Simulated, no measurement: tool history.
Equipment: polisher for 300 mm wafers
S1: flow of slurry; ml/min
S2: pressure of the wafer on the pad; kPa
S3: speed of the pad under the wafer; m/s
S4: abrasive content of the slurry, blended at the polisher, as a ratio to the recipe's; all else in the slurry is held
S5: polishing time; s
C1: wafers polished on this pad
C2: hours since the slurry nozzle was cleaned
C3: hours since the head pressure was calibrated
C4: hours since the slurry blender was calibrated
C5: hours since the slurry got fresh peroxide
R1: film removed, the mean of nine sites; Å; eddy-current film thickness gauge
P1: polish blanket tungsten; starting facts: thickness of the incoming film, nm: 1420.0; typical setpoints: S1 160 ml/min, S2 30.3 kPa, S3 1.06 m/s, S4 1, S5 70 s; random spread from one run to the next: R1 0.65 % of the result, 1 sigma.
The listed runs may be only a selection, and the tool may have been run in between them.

run 1 hour=5.8 | S1=160 S2=30.3 S3=1.06 S4=1 S5=70 | C1=293 C2=97.9 C3=518 C4=200.4 C5=149.9 | R1=3382.5
run 2 hour=13.2 | S1=160 S2=30.3 S3=1.06 S4=1.5 S5=70 | C1=401 C2=105.3 C3=525.4 C4=207.8 C5=157.3 | R1=3732
run 3 hour=17.8 | S1=95 S2=30.3 S3=1.06 S4=1 S5=70 | C1=468 C2=109.9 C3=530 C4=212.4 C5=161.9 | R1=3041.5
run 4 hour=23.8 | S1=110 S2=13.8 S3=1.06 S4=1 S5=70 | C1=555 C2=115.9 C3=536 C4=218.4 C5=167.9 | R1=1440.3
-- hour=29.4 slurry tank refilled with fresh slurry and peroxide
run 5 hour=30 | S1=160 S2=30.3 S3=1.06 S4=1 S5=70 | C1=645 C2=122.1 C3=542.2 C4=224.6 C5=0.6 | R1=3436.5
run 6 hour=37.8 | S1=160 S2=30.3 S3=0.48 S4=1 S5=70 | C1=759 C2=129.9 C3=550 C4=232.4 C5=8.4 | R1=1546.6
run 7 hour=46.4 | S1=160 S2=30.3 S3=1.06 S4=0.75 S5=32 | C1=884 C2=138.5 C3=558.6 C4=241 C5=17 | R1=1457.5
run 8 hour=51.5 | S1=160 S2=21.4 S3=1.06 S4=1 S5=70 | C1=958 C2=143.6 C3=563.7 C4=246.1 C5=22.1 | R1=2403.9
-- hour=57.9 head pressure recalibrated
run 9 hour=58.1 | S1=160 S2=30.3 S3=1.06 S4=1 S5=70 | C1=1054 C2=150.2 C3=0.3 C4=252.7 C5=28.7 | R1=3453.2
run 10 hour=62.6 | S1=160 S2=42.7 S3=1.06 S4=1 S5=70 | C1=1119 C2=154.7 C3=4.8 C4=257.2 C5=33.2 | R1=4840
run 11 hour=71.8 | S1=160 S2=30.3 S3=1.62 S4=1 S5=70 | C1=1253 C2=163.9 C3=14 C4=266.4 C5=42.4 | R1=5171.7
run 12 hour=79 | S1=160 S2=30.3 S3=1.06 S4=1 S5=70 | C1=1358 C2=171.1 C3=21.2 C4=273.6 C5=49.6 | R1=3392.1
run 13 hour=84.7 | S1=160 S2=30.3 S3=1.06 S4=1 S5=103 | C1=1441 C2=176.8 C3=26.9 C4=279.3 C5=55.3 | R1=5011.8
run 14 hour=91.7 | S1=230 S2=30.3 S3=1.06 S4=1 S5=70 | C1=1543 C2=183.8 C3=33.9 C4=286.3 C5=62.3 | R1=3558.8
run 15 hour=99.3 | S1=160 S2=30.3 S3=1.06 S4=1 S5=42 | C1=1653 C2=191.4 C3=41.5 C4=293.9 C5=69.9 | R1=2030.6
run 16 hour=105.9 | S1=160 S2=30.3 S3=1.06 S4=0.55 S5=70 | C1=1749 C2=198 C3=48.1 C4=300.5 C5=76.5 | R1=2983.8
run 17 hour=110.7 | S1=160 S2=30.3 S3=1.06 S4=1 S5=70 | C1=1819 C2=202.8 C3=52.9 C4=305.3 C5=81.3 | R1=3415.8
run 18 hour=114.7 | S1=160 S2=30.3 S3=1.06 S4=1 S5=70 | C1=1877 C2=206.8 C3=56.9 C4=309.3 C5=85.3 | R1=3374.9
run 19 hour=123.4 | S1=160 S2=30.3 S3=1.06 S4=1 S5=70 | C1=2004 C2=215.5 C3=65.6 C4=318 C5=94 | R1=3280
run 20 hour=129.1 | S1=160 S2=30.3 S3=1.06 S4=1 S5=70 | C1=2087 C2=221.2 C3=71.3 C4=323.7 C5=99.7 | R1=3260.4
run 21 hour=135.3 | S1=160 S2=30.3 S3=1.06 S4=1 S5=70 | C1=2177 C2=227.4 C3=77.5 C4=329.9 C5=105.9 | R1=3175.2
run 22 hour=144.7 | S1=160 S2=30.3 S3=1.06 S4=1 S5=70 | C1=2314 C2=236.8 C3=86.9 C4=339.3 C5=115.3 | R1=3157.3
-- hour=146.5 slurry blender recalibrated
-- hour=146.9 worn pad replaced by a new one
run 23 hour=149.1 | S1=160 S2=30.3 S3=1.06 S4=1 S5=70 | C1=32 C2=241.2 C3=91.3 C4=2.7 C5=119.7 | R1=3081.6
run 24 hour=155.7 | S1=160 S2=30.3 S3=1.06 S4=1 S5=70 | C1=128 C2=247.8 C3=97.9 C4=9.3 C5=126.3 | R1=3091.8
-- hour=159.5 head pressure recalibrated
run 25 hour=163.7 | S1=160 S2=30.3 S3=1.06 S4=1 S5=70 | C1=245 C2=255.8 C3=4.2 C4=17.3 C5=134.3 | R1=3056.3
run 26 hour=172.6 | S1=160 S2=30.3 S3=1.06 S4=1 S5=70 | C1=374 C2=264.7 C3=13.1 C4=26.2 C5=143.2 | R1=3115.8
run 27 hour=179.7 | S1=160 S2=30.3 S3=1.06 S4=1 S5=70 | C1=477 C2=271.8 C3=20.2 C4=33.3 C5=150.3 | R1=3074.2
run 28 hour=183.8 | S1=160 S2=30.3 S3=1.06 S4=1 S5=70 | C1=537 C2=275.9 C3=24.3 C4=37.4 C5=154.4 | R1=3051

What P1 gives has crept away from where it was. These 2 causes fit the log equally well, each at the size given:
A: peroxide lost from the slurry, % = 22.7
B: slurry flow missing at the pad, % = 39
The onset of the drift is placed at about hour 110.7.
Ruled out, with reasons:
removal rate lost through wear of the pad, %: its service at hour 146.9 followed the start of the drift and did not put the process back to its old value
head's pressure below its setpoint, %: its service at hour 159.5 followed the start of the drift and did not put the process back to its old value
abrasive missing from the slurry, %: its service at hour 146.5 followed the start of the drift and did not put the process back to its old value

Each of the check runs listed below is run on 2 wafers and reports their average, with the results left as question marks. Pick the one under which the possible causes would lead to clearly different results.
run check 1 hour=187.9 | S1=115 S2=30.3 S3=0.52 S4=1 S5=70 | R1=?
run check 2 hour=187.9 | S1=160 S2=30.3 S3=1.06 S4=0.75 S5=70 | R1=?
run check 3 hour=187.9 | S1=160 S2=40.7 S3=0.66 S4=1 S5=70 | R1=?
run check 4 hour=187.9 | S1=160 S2=30.3 S3=1.06 S4=1 S5=42 | R1=?

Outcome of each check run for each possible cause:
check=check_1 result=R1 if_A=1419.8 if_B=1371.3
check=check_2 result=R1 if_A=2880.9 if_B=2880.2
check=check_3 result=R1 if_A=2572.2 if_B=2571.5
check=check_4 result=R1 if_A=1848.5 if_B=1848
Smallest distance between any two causes, each pair judged by its most separating result, in per cent: check 1 3.47 %; check 2 0.03 %; check 3 0.03 %; check 4 0.03 %
Check 1 tells the causes apart: in the others they would give nearly the same result.

After running check 1, the following was obtained: R1 1380.2 Å. Which cause does this point to?

The correct cause is B, namely: slurry flow missing at the pad, %.

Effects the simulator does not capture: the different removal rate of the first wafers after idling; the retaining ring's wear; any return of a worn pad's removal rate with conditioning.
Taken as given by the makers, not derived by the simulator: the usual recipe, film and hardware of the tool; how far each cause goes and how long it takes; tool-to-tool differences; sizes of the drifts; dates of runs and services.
